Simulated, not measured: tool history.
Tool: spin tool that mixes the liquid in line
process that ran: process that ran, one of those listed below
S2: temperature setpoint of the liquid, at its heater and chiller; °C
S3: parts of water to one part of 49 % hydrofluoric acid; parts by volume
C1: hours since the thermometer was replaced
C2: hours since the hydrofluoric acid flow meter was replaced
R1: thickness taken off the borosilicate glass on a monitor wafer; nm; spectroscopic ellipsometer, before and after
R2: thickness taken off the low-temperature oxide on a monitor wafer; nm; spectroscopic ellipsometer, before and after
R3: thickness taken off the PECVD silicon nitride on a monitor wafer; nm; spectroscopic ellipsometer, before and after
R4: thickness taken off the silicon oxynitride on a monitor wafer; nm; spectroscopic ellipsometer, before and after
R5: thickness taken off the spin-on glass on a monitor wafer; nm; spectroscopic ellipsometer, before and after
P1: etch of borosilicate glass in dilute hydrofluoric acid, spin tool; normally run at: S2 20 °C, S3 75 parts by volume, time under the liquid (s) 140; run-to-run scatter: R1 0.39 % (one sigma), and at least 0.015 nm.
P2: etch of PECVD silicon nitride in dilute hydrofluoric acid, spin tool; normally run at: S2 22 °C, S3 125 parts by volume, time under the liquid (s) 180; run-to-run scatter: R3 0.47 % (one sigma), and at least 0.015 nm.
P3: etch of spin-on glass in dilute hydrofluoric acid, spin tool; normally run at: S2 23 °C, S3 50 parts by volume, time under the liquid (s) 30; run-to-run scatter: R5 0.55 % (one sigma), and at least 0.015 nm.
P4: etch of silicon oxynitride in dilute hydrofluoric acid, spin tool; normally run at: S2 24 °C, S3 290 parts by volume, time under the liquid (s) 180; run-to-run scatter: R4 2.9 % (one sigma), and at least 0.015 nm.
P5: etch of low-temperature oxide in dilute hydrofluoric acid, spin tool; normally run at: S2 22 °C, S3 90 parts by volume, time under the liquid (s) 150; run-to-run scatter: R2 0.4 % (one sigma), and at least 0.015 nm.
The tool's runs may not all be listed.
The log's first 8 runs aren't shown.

run 9 hour=27.9 | process_that_ran=P1 S2=20 S3=75 time_under_the_liquid_(s)=140 | C1=216.3 C2=4.9 | R1=56.622
run 10 hour=30.5 | process_that_ran=P3 S2=23 S3=50 time_under_the_liquid_(s)=30 | C1=218.9 C2=7.5 | R5=34.419
run 11 hour=34.5 | process_that_ran=P5 S2=30.5 S3=90 time_under_the_liquid_(s)=150 | C1=222.9 C2=11.5 | R2=71.674
run 12 hour=37.2 | process_that_ran=P1 S2=17 S3=75 time_under_the_liquid_(s)=140 | C1=225.6 C2=14.2 | R1=49.58
run 13 hour=40.5 | process_that_ran=P2 S2=28.5 S3=125 time_under_the_liquid_(s)=180 | C1=228.9 C2=17.5 | R3=11.448
run 14 hour=44 | process_that_ran=P1 S2=20 S3=30 time_under_the_liquid_(s)=140 | C1=232.4 C2=21 | R1=148.77
run 15 hour=46.4 | process_that_ran=P3 S2=29.5 S3=50 time_under_the_liquid_(s)=30 | C1=234.8 C2=23.4 | R5=44.447
run 16 hour=49.2 | process_that_ran=P1 S2=20 S3=75 time_under_the_liquid_(s)=140 | C1=237.6 C2=26.2 | R1=56.391
run 17 hour=52.8 | process_that_ran=P1 S2=20 S3=75 time_under_the_liquid_(s)=40 | C1=241.2 C2=29.8 | R1=16.138
run 18 hour=56.9 | process_that_ran=P3 S2=23 S3=20 time_under_the_liquid_(s)=30 | C1=245.3 C2=33.9 | R5=89.117
run 19 hour=60.5 | process_that_ran=P4 S2=18.5 S3=290 time_under_the_liquid_(s)=180 | C1=248.9 C2=37.5 | R4=0.62186
run 20 hour=62.5 | process_that_ran=P4 S2=24 S3=445 time_under_the_liquid_(s)=180 | C1=250.9 C2=39.5 | R4=0.45305
run 21 hour=64.9 | process_that_ran=P2 S2=22 S3=125 time_under_the_liquid_(s)=180 | C1=253.3 C2=41.9 | R3=7.5755

Forecast run 22:
run 22 hour=67.5 | process_that_ran=P1 S2=25 S3=75 time_under_the_liquid_(s)=140 | C1=255.9 C2=44.5 | R1=?

{"run 22": {"R1": 68.942}}
